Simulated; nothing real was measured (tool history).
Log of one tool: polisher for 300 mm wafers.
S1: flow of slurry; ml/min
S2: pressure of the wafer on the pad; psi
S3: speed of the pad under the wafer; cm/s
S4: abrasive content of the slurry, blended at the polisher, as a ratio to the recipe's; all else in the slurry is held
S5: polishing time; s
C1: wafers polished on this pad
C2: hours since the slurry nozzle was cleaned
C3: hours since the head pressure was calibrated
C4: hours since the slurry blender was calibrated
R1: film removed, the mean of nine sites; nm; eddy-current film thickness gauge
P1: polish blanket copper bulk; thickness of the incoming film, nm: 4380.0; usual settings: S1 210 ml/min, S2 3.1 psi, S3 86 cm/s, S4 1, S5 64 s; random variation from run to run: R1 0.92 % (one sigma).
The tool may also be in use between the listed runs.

run 1 hour=8.3 | S1=210 S2=3.1 S3=86 S4=1 S5=64 | C1=421 C2=370.4 C3=872.8 C4=337.7 | R1=456.23
run 2 hour=19.5 | S1=210 S2=3.1 S3=86 S4=0.8 S5=33 | C1=579 C2=381.6 C3=884 C4=348.9 | R1=222.91
run 3 hour=29.4 | S1=210 S2=4.9 S3=86 S4=1 S5=64 | C1=719 C2=391.5 C3=893.9 C4=358.8 | R1=715.27
run 4 hour=37.9 | S1=210 S2=3.1 S3=86 S4=1 S5=46 | C1=839 C2=400 C3=902.4 C4=367.3 | R1=323.33
run 5 hour=46 | S1=305 S2=3.1 S3=86 S4=1 S5=64 | C1=953 C2=408.1 C3=910.5 C4=375.4 | R1=470.11
run 6 hour=56 | S1=210 S2=3.1 S3=40 S4=1 S5=64 | C1=1095 C2=418.1 C3=920.5 C4=385.4 | R1=214.73
run 7 hour=67.2 | S1=210 S2=3.1 S3=86 S4=1 S5=64 | C1=1253 C2=429.3 C3=931.7 C4=396.6 | R1=452.42
run 8 hour=77.5 | S1=210 S2=3.1 S3=122 S4=1 S5=84 | C1=1398 C2=439.6 C3=942 C4=406.9 | R1=835.85
run 9 hour=85.2 | S1=210 S2=2 S3=86 S4=1 S5=64 | C1=1507 C2=447.3 C3=949.7 C4=414.6 | R1=297.48
run 10 hour=93.2 | S1=210 S2=3.1 S3=86 S4=1 S5=95 | C1=1620 C2=455.3 C3=957.7 C4=422.6 | R1=674.66
run 11 hour=103.1 | S1=210 S2=3.1 S3=86 S4=1.25 S5=64 | C1=1760 C2=465.2 C3=967.6 C4=432.5 | R1=471.77
run 12 hour=112 | S1=210 S2=3.1 S3=86 S4=1 S5=64 | C1=1885 C2=474.1 C3=976.5 C4=441.4 | R1=453.46
-- hour=119.8 worn pad replaced by a new one
run 13 hour=121.3 | S1=210 S2=3.1 S3=86 S4=1 S5=64 | C1=21 C2=483.4 C3=985.8 C4=450.7 | R1=460.11
run 14 hour=133.3 | S1=125 S2=3.1 S3=86 S4=1 S5=64 | C1=191 C2=495.4 C3=997.8 C4=462.7 | R1=416.19
run 15 hour=146 | S1=210 S2=3.1 S3=132 S4=1 S5=64 | C1=370 C2=508.1 C3=1010.5 C4=475.4 | R1=695.23
-- hour=147 slurry nozzle cleaned
run 16 hour=157.2 | S1=210 S2=3.1 S3=86 S4=0.7 S5=64 | C1=528 C2=10.3 C3=1021.7 C4=486.6 | R1=420.59
run 17 hour=167 | S1=210 S2=3.1 S3=86 S4=1 S5=64 | C1=667 C2=20.1 C3=1031.5 C4=496.4 | R1=447.69
run 18 hour=178 | S1=210 S2=3.1 S3=86 S4=1 S5=64 | C1=822 C2=31.1 C3=1042.5 C4=507.4 | R1=446.71
run 19 hour=185 | S1=210 S2=3.1 S3=86 S4=1 S5=64 | C1=921 C2=38.1 C3=1049.5 C4=514.4 | R1=441.63
run 20 hour=195.1 | S1=210 S2=3.1 S3=86 S4=1 S5=64 | C1=1063 C2=48.2 C3=1059.6 C4=524.5 | R1=439.25
run 21 hour=204.4 | S1=210 S2=3.1 S3=86 S4=1 S5=64 | C1=1195 C2=57.5 C3=1068.9 C4=533.8 | R1=440.76
run 22 hour=217.1 | S1=210 S2=3.1 S3=86 S4=1 S5=64 | C1=1374 C2=70.2 C3=1081.6 C4=546.5 | R1=441.04
run 23 hour=225.1 | S1=210 S2=3.1 S3=86 S4=1 S5=64 | C1=1487 C2=78.2 C3=1089.6 C4=554.5 | R1=437.19
-- hour=225.2 worn pad replaced by a new one
-- hour=228.6 head pressure recalibrated
run 24 hour=233.7 | S1=210 S2=3.1 S3=86 S4=1 S5=64 | C1=121 C2=86.8 C3=5.2 C4=563.1 | R1=436.19
run 25 hour=248 | S1=210 S2=3.1 S3=86 S4=1 S5=64 | C1=323 C2=101.1 C3=19.5 C4=577.4 | R1=430.1

The next listed run, before its measurement:
run 26 hour=256.5 | S1=210 S2=3.1 S3=86 S4=1 S5=64 | C1=443 C2=109.6 C3=28 C4=585.9 | R1=?

{"run 26": {"R1": 440.21}}

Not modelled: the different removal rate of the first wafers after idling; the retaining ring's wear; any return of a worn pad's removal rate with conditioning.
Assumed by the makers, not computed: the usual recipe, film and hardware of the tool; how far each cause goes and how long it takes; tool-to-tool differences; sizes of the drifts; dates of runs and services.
